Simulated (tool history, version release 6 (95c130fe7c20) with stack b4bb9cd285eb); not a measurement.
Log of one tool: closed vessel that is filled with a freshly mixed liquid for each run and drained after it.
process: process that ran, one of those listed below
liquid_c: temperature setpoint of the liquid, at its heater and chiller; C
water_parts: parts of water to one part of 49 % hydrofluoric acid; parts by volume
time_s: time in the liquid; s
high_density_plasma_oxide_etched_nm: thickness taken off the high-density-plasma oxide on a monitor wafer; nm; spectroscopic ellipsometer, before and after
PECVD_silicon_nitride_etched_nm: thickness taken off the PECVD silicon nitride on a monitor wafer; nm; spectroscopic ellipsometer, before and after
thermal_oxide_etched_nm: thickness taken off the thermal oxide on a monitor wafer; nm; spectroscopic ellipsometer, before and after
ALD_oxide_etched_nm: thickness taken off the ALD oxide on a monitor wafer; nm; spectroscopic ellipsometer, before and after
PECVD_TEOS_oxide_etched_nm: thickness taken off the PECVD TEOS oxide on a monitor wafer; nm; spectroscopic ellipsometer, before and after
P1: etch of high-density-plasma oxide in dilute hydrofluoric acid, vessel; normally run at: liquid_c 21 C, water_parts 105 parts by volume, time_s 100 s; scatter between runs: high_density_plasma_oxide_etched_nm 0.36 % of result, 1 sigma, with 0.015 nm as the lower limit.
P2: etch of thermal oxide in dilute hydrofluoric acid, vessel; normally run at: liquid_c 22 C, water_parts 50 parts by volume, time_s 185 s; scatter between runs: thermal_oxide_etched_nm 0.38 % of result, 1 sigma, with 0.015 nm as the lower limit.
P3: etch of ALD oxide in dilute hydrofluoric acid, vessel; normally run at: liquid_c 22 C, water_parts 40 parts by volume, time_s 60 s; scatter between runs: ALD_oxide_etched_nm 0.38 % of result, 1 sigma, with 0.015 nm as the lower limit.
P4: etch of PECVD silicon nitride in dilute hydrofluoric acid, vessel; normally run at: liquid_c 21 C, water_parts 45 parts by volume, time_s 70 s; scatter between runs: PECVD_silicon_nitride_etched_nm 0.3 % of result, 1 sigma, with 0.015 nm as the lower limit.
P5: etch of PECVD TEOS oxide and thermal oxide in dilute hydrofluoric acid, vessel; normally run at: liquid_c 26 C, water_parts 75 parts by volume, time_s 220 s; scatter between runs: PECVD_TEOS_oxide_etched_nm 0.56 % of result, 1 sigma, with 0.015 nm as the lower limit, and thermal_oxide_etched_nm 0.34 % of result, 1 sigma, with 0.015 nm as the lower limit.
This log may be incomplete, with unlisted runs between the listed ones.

| run | hour | process | liquid_c | water_parts | time_s | high_density_plasma_oxide_etched_nm | PECVD_silicon_nitride_etched_nm | thermal_oxide_etched_nm | ALD_oxide_etched_nm | PECVD_TEOS_oxide_etched_nm |
|---|---|---|---|---|---|---|---|---|---|---|
| 1 | 13.3 | P1 | 21 | 105 | 100 | 8.4356 |  |  |  |  |
| 2 | 23.6 | P1 | 21 | 105 | 30 | 2.5339 |  |  |  |  |
| 3 | 33.8 | P1 | 21 | 105 | 145 | 12.179 |  |  |  |  |
| 4 | 40.8 | P4 | 27.5 | 45 | 70 |  | 10.965 |  |  |  |
| 5 | 50.1 | P1 | 21 | 105 | 100 | 8.4593 |  |  |  |  |
|  | 54 | thermometer replaced |
| 6 | 61.3 | P2 | 22 | 50 | 285 |  |  | 25.758 |  |  |
| 7 | 74.2 | P3 | 17.5 | 40 | 60 |  |  |  | 23.565 |  |
| 8 | 81.2 | P5 | 30.5 | 75 | 220 |  |  | 18.305 |  | 39.386 |
| 9 | 89.9 | P5 | 26 | 75 | 360 |  |  | 25.046 |  | 53.762 |
| 10 | 100.8 | P3 | 22 | 40 | 60 |  |  |  | 28.578 |  |
| 11 | 106.9 | P5 | 26 | 115 | 220 |  |  | 9.4902 |  | 20.414 |
| 12 | 117.6 | P2 | 22 | 50 | 185 |  |  | 16.798 |  |  |
| 13 | 129.3 | P4 | 21 | 45 | 30 |  | 3.0571 |  |  |  |
| 14 | 135.4 | P5 | 26 | 75 | 220 |  |  | 15.323 |  | 32.487 |
| 15 | 146 | P1 | 21 | 140 | 100 | 6.0973 |  |  |  |  |
| 16 | 157.3 | P1 | 21 | 55 | 100 | 17.228 |  |  |  |  |
| 17 | 167.9 | P1 | 17.5 | 105 | 175 | 12.788 |  |  |  |  |
| 18 | 174.5 | P3 | 22 | 40 | 115 |  |  |  | 55.409 |  |
|  | 179.5 | hydrofluoric acid flow meter replaced |
| 19 | 181.5 | P1 | 21 | 105 | 100 | 8.4772 |  |  |  |  |
| 20 | 189.3 | P2 | 22 | 20 | 185 |  |  | 43.256 |  |  |
| 21 | 202.3 | P3 | 22 | 70 | 60 |  |  |  | 15.788 |  |
| 22 | 209.3 | P5 | 26 | 75 | 220 |  |  | 15.35 |  | 32.808 |
| 23 | 220.7 | P4 | 21 | 45 | 70 |  | 7.0909 |  |  |  |
| 24 | 227.2 | P1 | 21 | 105 | 100 | 8.5141 |  |  |  |  |
| 25 | 238.4 | P1 | 21 | 105 | 100 | 8.4152 |  |  |  |  |
| 26 | 248 | P1 | 17 | 105 | 30 | 2.1586 |  |  |  |  |
| 27 | 257.5 | P1 | 21 | 105 | 100 | 8.4449 |  |  |  |  |
| 28 | 268.7 | P1 | 17 | 105 | 100 | 7.1185 |  |  |  |  |
| 29 | 276.7 | P1 | 25.5 | 105 | 100 | 10.095 |  |  |  |  |
| 30 | 288.3 | P2 | 18.5 | 50 | 185 |  |  | 14.334 |  |  |
| 31 | 295.8 | P4 | 21 | 60 | 70 |  | 5.3358 |  |  |  |
| 32 | 306.4 | P1 | 21 | 105 | 100 | 8.4254 |  |  |  |  |
| 33 | 318.8 | P1 | 21 | 105 | 100 | 8.4642 |  |  |  |  |
| 34 | 326.6 | P1 | 21 | 105 | 100 | 8.2178 |  |  |  |  |
| 35 | 333.6 | P1 | 21 | 105 | 100 | 7.9604 |  |  |  |  |
| 36 | 340.5 | P1 | 21 | 105 | 100 | 7.872 |  |  |  |  |
| 37 | 350.9 | P1 | 21 | 105 | 100 | 7.8769 |  |  |  |  |
| 38 | 360.3 | P1 | 21 | 105 | 100 | 7.8337 |  |  |  |  |
| 39 | 367.9 | P1 | 21 | 105 | 100 | 7.8342 |  |  |  |  |
| 40 | 375.8 | P1 | 21 | 105 | 100 | 7.7513 |  |  |  |  |

Something has made what P1 gives creep away from where it was; the 2 causes below, each at its own stated size, fit the log equally well:
A: liquid colder than its thermometer reads (K) = 1.91
B: hydrofluoric acid flow below the setpoint (%) = 6.71
At approximately hour 318.8, the process output began to creep.

Question marks stand in for the results of the 4 check runs listed below, each run on one wafer. Under which run would the listed causes show clearly different results?
| check 1 | 383.7 | P2 | 22 | 50 | 185 |  |  | ? |  |  |
| check 2 | 383.7 | P4 | 21 | 45 | 70 |  | ? |  |  |  |
| check 3 | 383.7 | P3 | 22 | 40 | 60 |  |  |  | ? |  |
| check 4 | 383.7 | P5 | 26 | 75 | 220 |  |  | ? |  | ? |

How each check would come out, cause by cause:
| check | result | if A | if B |
|---|---|---|---|
| check 1 | thermal_oxide_etched_nm | 15.414 | 15.513 |
| check 2 | PECVD_silicon_nitride_etched_nm | 6.2034 | 6.622 |
| check 3 | ALD_oxide_etched_nm | 26.437 | 26.646 |
| check 4 | thermal_oxide_etched_nm | 14.194 | 14.191 |
| check 4 | PECVD_TEOS_oxide_etched_nm | 30.392 | 30.387 |
Separation of the two closest causes in each check, using whichever result separates them best: check 1 0.64 %; check 2 6.53 %; check 3 0.79 %; check 4 0.02 %
The other checks would show nearly matching results whichever cause is true, so check 2 is the only one that separates the causes.

With check 2 done, the readings were: PECVD_silicon_nitride_etched_nm 6.2099 nm. Identify which of the listed causes applies.

The cause is A: liquid colder than its thermometer reads (K).
